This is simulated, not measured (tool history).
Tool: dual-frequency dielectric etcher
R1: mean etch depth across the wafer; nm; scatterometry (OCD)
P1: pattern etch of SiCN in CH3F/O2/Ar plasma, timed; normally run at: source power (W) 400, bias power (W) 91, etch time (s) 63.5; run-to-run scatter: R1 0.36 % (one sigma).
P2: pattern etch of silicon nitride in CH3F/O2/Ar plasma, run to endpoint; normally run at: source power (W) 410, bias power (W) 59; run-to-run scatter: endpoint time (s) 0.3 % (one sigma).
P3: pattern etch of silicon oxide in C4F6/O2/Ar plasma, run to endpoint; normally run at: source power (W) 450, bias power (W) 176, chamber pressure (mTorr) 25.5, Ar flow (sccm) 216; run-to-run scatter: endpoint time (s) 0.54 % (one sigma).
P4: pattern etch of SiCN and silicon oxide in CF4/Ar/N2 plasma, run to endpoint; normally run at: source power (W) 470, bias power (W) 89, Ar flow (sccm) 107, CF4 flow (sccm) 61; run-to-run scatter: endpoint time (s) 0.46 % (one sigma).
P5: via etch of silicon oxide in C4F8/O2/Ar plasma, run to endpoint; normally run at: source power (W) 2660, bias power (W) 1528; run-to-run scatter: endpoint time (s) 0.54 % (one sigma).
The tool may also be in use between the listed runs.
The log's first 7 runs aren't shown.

Run 8, hour 84.5: process that ran P1, source power (W) 400, bias power (W) 91, etch time (s) 63.5. Result: R1 26.417 nm.
Run 9, hour 93.1: process that ran P1, source power (W) 400, bias power (W) 65, etch time (s) 37.5. Result: R1 13.809 nm.
Run 10, hour 100.7: process that ran P3, source power (W) 450, bias power (W) 176, Ar flow (sccm) 216, chamber pressure (mTorr) 25.5. Result: endpoint time (s) 13.730.
Run 11, hour 111.0: process that ran P4, source power (W) 470, bias power (W) 89, Ar flow (sccm) 107, CF4 flow (sccm) 61. Result: endpoint time (s) 13.449.
Run 12, hour 122.0: process that ran P1, source power (W) 400, bias power (W) 91, etch time (s) 49.5. Result: R1 20.582 nm.
Run 13, hour 128.5: process that ran P1, source power (W) 400, bias power (W) 91, etch time (s) 63.5. Result: R1 26.388 nm.
Run 14, hour 142.1: process that ran P3, source power (W) 450, bias power (W) 131, Ar flow (sccm) 216, chamber pressure (mTorr) 25.5. Result: endpoint time (s) 14.864.
Run 15, hour 150.4: process that ran P4, source power (W) 470, bias power (W) 89, Ar flow (sccm) 107, CF4 flow (sccm) 72. Result: endpoint time (s) 13.004.
Run 16, hour 164.1: process that ran P4, source power (W) 470, bias power (W) 89, Ar flow (sccm) 147, CF4 flow (sccm) 61. Result: endpoint time (s) 14.075.
Run 17, hour 171.3: process that ran P4, source power (W) 470, bias power (W) 89, Ar flow (sccm) 107, CF4 flow (sccm) 61. Result: endpoint time (s) 13.481.
Run 18, hour 179.0: process that ran P1, source power (W) 400, bias power (W) 91, etch time (s) 63.5. Result: R1 26.231 nm.
Run 19, hour 188.3: process that ran P1, source power (W) 400, bias power (W) 91, etch time (s) 63.5. Result: R1 26.360 nm.
Run 20, hour 195.1: process that ran P2, source power (W) 270, bias power (W) 59. Result: endpoint time (s) 63.154.
Run 21, hour 202.8: process that ran P5, source power (W) 2660, bias power (W) 1528. Result: endpoint time (s) 247.120.
Run 22, hour 209.5: process that ran P1, source power (W) 400, bias power (W) 91, etch time (s) 95.0. Result: R1 39.526 nm.
Run 23, hour 217.5: process that ran P3, source power (W) 630, bias power (W) 176, Ar flow (sccm) 216, chamber pressure (mTorr) 25.5. Result: endpoint time (s) 11.943.
Run 24, hour 230.8: process that ran P5, source power (W) 2660, bias power (W) 1528. Result: endpoint time (s) 243.670.
Run 25, hour 244.8: process that ran P1, source power (W) 310, bias power (W) 91, etch time (s) 63.5. Result: R1 24.063 nm.
Run 26, hour 253.3: process that ran P2, source power (W) 410, bias power (W) 36. Result: endpoint time (s) 62.480.
Run 27, hour 259.7: process that ran P5, source power (W) 2660, bias power (W) 2103. Result: endpoint time (s) 225.440.
Run 28, hour 269.6: process that ran P4, source power (W) 610, bias power (W) 89, Ar flow (sccm) 107, CF4 flow (sccm) 61. Result: endpoint time (s) 10.601.
Run 29, hour 277.2: process that ran P3, source power (W) 450, bias power (W) 176, Ar flow (sccm) 216, chamber pressure (mTorr) 32.5. Result: endpoint time (s) 14.131.

Forecast run 30:
Run 30, hour 285.3: process that ran P3, source power (W) 450, bias power (W) 176, Ar flow (sccm) 157, chamber pressure (mTorr) 25.5. Result: endpoint time (s) ?.

endpoint time (s): 13.260
